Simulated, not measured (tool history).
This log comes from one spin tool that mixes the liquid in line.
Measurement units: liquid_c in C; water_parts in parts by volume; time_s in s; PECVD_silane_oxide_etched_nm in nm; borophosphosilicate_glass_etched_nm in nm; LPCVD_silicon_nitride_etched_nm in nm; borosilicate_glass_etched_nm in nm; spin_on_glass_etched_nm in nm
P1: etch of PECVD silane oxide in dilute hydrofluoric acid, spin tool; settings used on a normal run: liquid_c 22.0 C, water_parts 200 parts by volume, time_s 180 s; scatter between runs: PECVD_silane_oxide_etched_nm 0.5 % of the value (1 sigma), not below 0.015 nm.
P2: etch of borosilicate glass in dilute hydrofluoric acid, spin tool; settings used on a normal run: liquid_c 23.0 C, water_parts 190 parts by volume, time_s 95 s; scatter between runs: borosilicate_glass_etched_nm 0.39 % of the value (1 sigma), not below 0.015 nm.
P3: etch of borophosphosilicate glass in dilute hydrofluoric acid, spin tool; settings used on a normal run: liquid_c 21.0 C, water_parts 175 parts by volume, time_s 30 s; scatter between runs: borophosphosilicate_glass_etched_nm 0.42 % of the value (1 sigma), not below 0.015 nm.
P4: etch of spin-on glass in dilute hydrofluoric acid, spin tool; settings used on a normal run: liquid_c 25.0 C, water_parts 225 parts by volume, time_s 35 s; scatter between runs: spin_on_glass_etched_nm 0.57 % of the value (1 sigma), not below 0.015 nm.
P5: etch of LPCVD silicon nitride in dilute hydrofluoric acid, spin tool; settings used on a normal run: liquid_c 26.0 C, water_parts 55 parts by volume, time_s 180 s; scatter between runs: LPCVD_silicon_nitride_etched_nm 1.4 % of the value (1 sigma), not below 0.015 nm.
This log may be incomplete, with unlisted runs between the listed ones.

run,hour,process,liquid_c,water_parts,time_s,hours since the thermometer was replaced,hours since the hydrofluoric acid flow meter was replaced,PECVD_silane_oxide_etched_nm,borophosphosilicate_glass_etched_nm,LPCVD_silicon_nitride_etched_nm,borosilicate_glass_etched_nm,spin_on_glass_etched_nm
1,10.0,P1,22.0,200,180,1010.1,100.7,18.9000,,,,
2,16.5,P1,22.0,200,180,1016.6,107.2,19.0510,,,,
3,27.6,P1,22.0,200,15,1027.7,118.3,1.5715,,,,
4,37.9,P1,22.0,60,180,1038.0,128.6,74.4960,,,,
5,44.8,P3,21.0,175,60,1044.9,135.5,,22.170,,,
6,50.6,P5,26.0,55,300,1050.7,141.3,,,3.1576,,
7,59.5,P2,23.0,270,95,1059.6,150.2,,,,6.2976,
# hour 59.7: hydrofluoric acid flow meter replaced
8,71.6,P4,25.0,225,35,1071.7,12.0,,,,,5.6461
# hour 77.6: thermometer replaced
9,83.5,P5,26.0,30,180,6.0,23.9,,,3.4637,,
10,94.5,P1,22.0,200,180,17.0,34.9,19.0440,,,,
11,103.6,P4,25.0,120,35,26.1,44.0,,,,,11.9760
12,115.1,P3,21.0,175,30,37.6,55.5,,11.155,,,
13,123.0,P1,22.0,340,60,45.5,63.4,3.2655,,,,
14,130.9,P1,26.0,200,265,53.4,71.3,32.7090,,,,
15,141.8,P1,22.0,200,180,64.3,82.2,19.1480,,,,
16,151.4,P4,25.0,225,15,73.9,91.8,,,,,2.4004
17,161.5,P4,29.0,225,35,84.0,101.9,,,,,6.5687
18,169.3,P5,26.0,55,180,91.8,109.7,,,1.8872,,
19,177.3,P5,26.0,55,180,99.8,117.7,,,1.9310,,
20,184.0,P1,28.5,200,180,106.5,124.4,24.0790,,,,
21,190.4,P3,21.0,105,30,112.9,130.8,,19.822,,,

Expected results for the next run?
22,197.2,P5,19.5,55,180,119.7,137.6,,,?,,

LPCVD_silicon_nitride_etched_nm: 1.2416 nm
